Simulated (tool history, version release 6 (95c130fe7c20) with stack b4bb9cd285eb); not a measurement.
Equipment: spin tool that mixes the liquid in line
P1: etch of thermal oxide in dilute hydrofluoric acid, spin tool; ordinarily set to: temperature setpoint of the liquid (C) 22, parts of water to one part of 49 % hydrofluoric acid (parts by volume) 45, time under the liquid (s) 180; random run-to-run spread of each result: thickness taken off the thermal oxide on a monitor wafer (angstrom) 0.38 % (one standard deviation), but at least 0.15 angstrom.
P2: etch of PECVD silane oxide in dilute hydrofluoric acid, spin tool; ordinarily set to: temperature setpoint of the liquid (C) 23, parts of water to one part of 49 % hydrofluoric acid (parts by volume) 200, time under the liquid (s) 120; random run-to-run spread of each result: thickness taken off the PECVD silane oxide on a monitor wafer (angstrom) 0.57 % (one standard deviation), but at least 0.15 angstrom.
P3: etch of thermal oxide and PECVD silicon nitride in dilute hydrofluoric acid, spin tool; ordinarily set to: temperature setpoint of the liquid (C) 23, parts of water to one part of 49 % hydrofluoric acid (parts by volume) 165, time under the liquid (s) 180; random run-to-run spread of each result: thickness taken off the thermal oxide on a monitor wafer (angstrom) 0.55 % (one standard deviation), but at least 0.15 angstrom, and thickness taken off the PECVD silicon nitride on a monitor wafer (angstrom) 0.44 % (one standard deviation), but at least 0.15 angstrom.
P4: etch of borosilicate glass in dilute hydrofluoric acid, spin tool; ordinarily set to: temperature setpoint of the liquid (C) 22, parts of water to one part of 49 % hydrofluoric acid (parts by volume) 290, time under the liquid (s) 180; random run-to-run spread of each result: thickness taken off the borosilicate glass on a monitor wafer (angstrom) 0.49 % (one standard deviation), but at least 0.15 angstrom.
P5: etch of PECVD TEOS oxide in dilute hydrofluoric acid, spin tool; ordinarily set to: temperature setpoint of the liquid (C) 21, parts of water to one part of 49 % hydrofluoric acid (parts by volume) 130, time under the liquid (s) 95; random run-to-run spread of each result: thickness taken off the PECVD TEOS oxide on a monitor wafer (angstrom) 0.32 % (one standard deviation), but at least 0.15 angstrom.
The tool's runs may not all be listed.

| run | hour | process that ran | temperature setpoint of the liquid (C) | parts of water to one part of 49 % hydrofluoric acid (parts by volume) | time under the liquid (s) | hours since the thermometer was replaced | hours since the hydrofluoric acid flow meter was replaced | thickness taken off the thermal oxide on a monitor wafer (angstrom) | thickness taken off the PECVD silane oxide on a monitor wafer (angstrom) | thickness taken off the PECVD TEOS oxide on a monitor wafer (angstrom) | thickness taken off the PECVD silicon nitride on a monitor wafer (angstrom) | thickness taken off the borosilicate glass on a monitor wafer (angstrom) |
|---|---|---|---|---|---|---|---|---|---|---|---|---|
| 1 | 13.3 | P1 | 22 | 45 | 180 | 823.1 | 931.1 | 183.58 |  |  |  |  |
| 2 | 25.4 | P1 | 22 | 75 | 280 | 835.2 | 943.2 | 164.53 |  |  |  |  |
| 3 | 32.8 | P2 | 23 | 40 | 120 | 842.6 | 950.6 |  | 1008.3 |  |  |  |
| 4 | 46 | P5 | 21 | 130 | 95 | 855.8 | 963.8 |  |  | 90.555 |  |  |
| 5 | 58.1 | P3 | 17 | 165 | 180 | 867.9 | 975.9 | 36.651 |  |  | 33.456 |  |
| 6 | 67.3 | P5 | 21 | 130 | 95 | 877.1 | 985.1 |  |  | 91.045 |  |  |
| 7 | 80.4 | P1 | 22 | 45 | 180 | 890.2 | 998.2 | 183.06 |  |  |  |  |
| 8 | 90.4 | P2 | 23 | 200 | 230 | 900.2 | 1008.2 |  | 319.23 |  |  |  |
| 9 | 98.4 | P1 | 22 | 45 | 345 | 908.2 | 1016.2 | 349.33 |  |  |  |  |
| 10 | 108.2 | P1 | 22 | 45 | 180 | 918 | 1026 | 183.87 |  |  |  |  |
| 11 | 119.7 | P2 | 23 | 200 | 120 | 929.5 | 1037.5 |  | 168.03 |  |  |  |
| 12 | 127.5 | P3 | 23 | 165 | 180 | 937.3 | 1045.3 | 47.319 |  |  | 49.456 |  |
| 13 | 135.7 | P4 | 22 | 290 | 65 | 945.5 | 1053.5 |  |  |  |  | 73.634 |
| 14 | 147.5 | P1 | 29.5 | 45 | 180 | 957.3 | 1065.3 | 248.9 |  |  |  |  |
| 15 | 154.4 | P4 | 22 | 70 | 180 | 964.2 | 1072.2 |  |  |  |  | 1070 |
| 16 | 160.7 | P5 | 21 | 20 | 95 | 970.5 | 1078.5 |  |  | 672.6 |  |  |
| 17 | 172.1 | P1 | 22 | 45 | 180 | 981.9 | 1089.9 | 183.68 |  |  |  |  |
| 18 | 185 | P5 | 21 | 130 | 20 | 994.8 | 1102.8 |  |  | 19.101 |  |  |
| 19 | 195 | P3 | 23 | 165 | 50 | 1004.8 | 1112.8 | 13.288 |  |  | 13.874 |  |
| 20 | 202.1 | P4 | 28 | 290 | 180 | 1011.9 | 1119.9 |  |  |  |  | 250.94 |
| 21 | 214.8 | P3 | 23 | 35 | 180 | 1024.6 | 1132.6 | 259.32 |  |  | 229.71 |  |
| 22 | 228 | P3 | 23 | 165 | 180 | 1037.8 | 1145.8 | 46.796 |  |  | 50.283 |  |
| 23 | 238 | P1 | 22 | 45 | 95 | 1047.8 | 1155.8 | 97.125 |  |  |  |  |
| 24 | 251.1 | P1 | 22 | 70 | 180 | 1060.9 | 1168.9 | 115.14 |  |  |  |  |
| 25 | 259.2 | P1 | 22 | 20 | 180 | 1069 | 1177 | 425.43 |  |  |  |  |
| 26 | 268.9 | P1 | 22 | 45 | 180 | 1078.7 | 1186.7 | 183.28 |  |  |  |  |
| 27 | 277.9 | P4 | 22 | 290 | 180 | 1087.7 | 1195.7 |  |  |  |  | 201.73 |
| 28 | 284.2 | P4 | 22 | 290 | 180 | 1094 | 1202 |  |  |  |  | 203.55 |
| 29 | 293.7 | P2 | 18.5 | 200 | 120 | 1103.5 | 1211.5 |  | 141.19 |  |  |  |

Forecast run 30:
| 30 | 306.6 | P1 | 17 | 45 | 180 | 1116.4 | 1224.4 | ? |  |  |  |  |

{"run 30": {"thickness taken off the thermal oxide on a monitor wafer (angstrom)": 148}}
